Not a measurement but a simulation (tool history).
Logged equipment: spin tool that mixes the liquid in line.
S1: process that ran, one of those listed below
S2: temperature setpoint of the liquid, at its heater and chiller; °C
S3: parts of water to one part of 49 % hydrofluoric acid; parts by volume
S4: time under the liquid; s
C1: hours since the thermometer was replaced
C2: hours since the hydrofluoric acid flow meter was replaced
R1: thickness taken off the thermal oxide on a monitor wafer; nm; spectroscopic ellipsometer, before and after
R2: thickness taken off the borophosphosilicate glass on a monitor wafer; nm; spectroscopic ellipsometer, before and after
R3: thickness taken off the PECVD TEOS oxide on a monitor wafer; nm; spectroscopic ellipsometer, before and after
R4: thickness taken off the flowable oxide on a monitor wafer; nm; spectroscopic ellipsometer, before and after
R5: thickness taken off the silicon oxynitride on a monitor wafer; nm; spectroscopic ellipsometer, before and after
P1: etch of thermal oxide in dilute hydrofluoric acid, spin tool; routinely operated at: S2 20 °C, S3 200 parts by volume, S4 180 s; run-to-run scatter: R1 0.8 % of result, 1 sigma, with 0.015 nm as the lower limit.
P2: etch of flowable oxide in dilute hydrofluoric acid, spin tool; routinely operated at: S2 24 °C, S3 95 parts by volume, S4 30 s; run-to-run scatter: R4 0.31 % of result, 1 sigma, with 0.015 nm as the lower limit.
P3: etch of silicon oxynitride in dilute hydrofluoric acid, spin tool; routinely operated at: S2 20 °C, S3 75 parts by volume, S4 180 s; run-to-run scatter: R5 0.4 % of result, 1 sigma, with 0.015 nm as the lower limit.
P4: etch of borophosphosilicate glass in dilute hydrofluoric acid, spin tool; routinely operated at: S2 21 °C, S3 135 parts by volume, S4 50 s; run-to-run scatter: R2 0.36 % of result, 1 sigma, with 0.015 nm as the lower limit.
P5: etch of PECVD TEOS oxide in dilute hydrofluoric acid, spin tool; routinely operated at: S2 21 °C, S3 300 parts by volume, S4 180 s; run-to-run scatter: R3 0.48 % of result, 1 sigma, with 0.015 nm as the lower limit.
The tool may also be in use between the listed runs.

| run | hour | S1 | S2 | S3 | S4 | C1 | C2 | R1 | R2 | R3 | R4 | R5 |
|---|---|---|---|---|---|---|---|---|---|---|---|---|
| 1 | 16.5 | P1 | 20 | 200 | 180 | 565.4 | 326.4 | 3.36580 |  |  |  |  |
| 2 | 26.2 | P4 | 21 | 135 | 50 | 575.1 | 336.1 |  | 16.1990 |  |  |  |
| 3 | 39.9 | P1 | 26 | 200 | 180 | 588.8 | 349.8 | 4.23480 |  |  |  |  |
| 4 | 50.7 | P1 | 20 | 200 | 180 | 599.6 | 360.6 | 3.36320 |  |  |  |  |
| 5 | 63.5 | P1 | 20 | 40 | 180 | 612.4 | 373.4 | 19.50200 |  |  |  |  |
| 6 | 77.3 | P5 | 21 | 300 | 180 | 626.2 | 387.2 |  |  | 6.42990 |  |  |
| 7 | 90.2 | P4 | 21 | 135 | 15 | 639.1 | 400.1 |  | 4.8784 |  |  |  |
| 8 | 101.0 | P2 | 24 | 175 | 30 | 649.9 | 410.9 |  |  |  | 8.5958 |  |
| 9 | 110.6 | P3 | 20 | 75 | 305 | 659.5 | 420.5 |  |  |  |  | 11.9530 |
| 10 | 120.3 | P2 | 19 | 95 | 30 | 669.2 | 430.2 |  |  |  | 14.2480 |  |
| 11 | 134.2 | P3 | 17 | 75 | 180 | 683.1 | 444.1 |  |  |  |  | 6.1148 |
|  | 144.4 | hydrofluoric acid flow meter replaced |
| 12 | 149.2 | P1 | 20 | 200 | 180 | 698.1 | 4.9 | 3.34260 |  |  |  |  |
| 13 | 161.7 | P4 | 17 | 135 | 50 | 710.6 | 17.4 |  | 13.6850 |  |  |  |
| 14 | 177.0 | P2 | 24 | 95 | 30 | 725.9 | 32.7 |  |  |  | 17.3810 |  |
| 15 | 193.5 | P1 | 20 | 110 | 60 | 742.4 | 49.2 | 2.20940 |  |  |  |  |
| 16 | 201.6 | P1 | 20 | 200 | 360 | 750.5 | 57.3 | 6.61150 |  |  |  |  |
| 17 | 216.3 | P3 | 20 | 75 | 180 | 765.2 | 72.0 |  |  |  |  | 7.0786 |
| 18 | 225.1 | P2 | 24 | 95 | 65 | 774.0 | 80.8 |  |  |  | 37.6850 |  |
| 19 | 236.0 | P1 | 17 | 200 | 180 | 784.9 | 91.7 | 2.97620 |  |  |  |  |
| 20 | 248.6 | P1 | 20 | 200 | 45 | 797.5 | 104.3 | 0.81195 |  |  |  |  |
| 21 | 257.0 | P1 | 20 | 200 | 180 | 805.9 | 112.7 | 3.33670 |  |  |  |  |
| 22 | 269.1 | P2 | 24 | 95 | 30 | 818.0 | 124.8 |  |  |  | 17.2620 |  |
| 23 | 277.3 | P5 | 17 | 300 | 180 | 826.2 | 133.0 |  |  | 5.50580 |  |  |
| 24 | 285.1 | P1 | 20 | 355 | 180 | 834.0 | 140.8 | 1.61750 |  |  |  |  |
| 25 | 295.6 | P1 | 20 | 200 | 180 | 844.5 | 151.3 | 3.32130 |  |  |  |  |
| 26 | 307.5 | P3 | 20 | 45 | 180 | 856.4 | 163.2 |  |  |  |  | 12.0480 |
| 27 | 319.8 | P4 | 21 | 245 | 50 | 868.7 | 175.5 |  | 7.9959 |  |  |  |
| 28 | 330.2 | P5 | 21 | 300 | 25 | 879.1 | 185.9 |  |  | 0.88985 |  |  |
| 29 | 343.9 | P4 | 21 | 135 | 50 | 892.8 | 199.6 |  | 16.3740 |  |  |  |
| 30 | 356.9 | P5 | 21 | 155 | 180 | 905.8 | 212.6 |  |  | 14.34900 |  |  |
| 31 | 366.8 | P1 | 20 | 200 | 180 | 915.7 | 222.5 | 3.32900 |  |  |  |  |
| 32 | 379.0 | P1 | 20 | 200 | 180 | 927.9 | 234.7 | 3.18500 |  |  |  |  |
| 33 | 392.6 | P1 | 20 | 200 | 180 | 941.5 | 248.3 | 3.23810 |  |  |  |  |
| 34 | 405.2 | P1 | 20 | 200 | 180 | 954.1 | 260.9 | 3.14120 |  |  |  |  |
| 35 | 422.3 | P1 | 20 | 200 | 180 | 971.2 | 278.0 | 3.07980 |  |  |  |  |

What will run 36 give?
| 36 | 433.1 | P1 | 20 | 200 | 180 | 982.0 | 288.8 | ? |  |  |  |  |

{"run 36": {"R1": 3.093}}

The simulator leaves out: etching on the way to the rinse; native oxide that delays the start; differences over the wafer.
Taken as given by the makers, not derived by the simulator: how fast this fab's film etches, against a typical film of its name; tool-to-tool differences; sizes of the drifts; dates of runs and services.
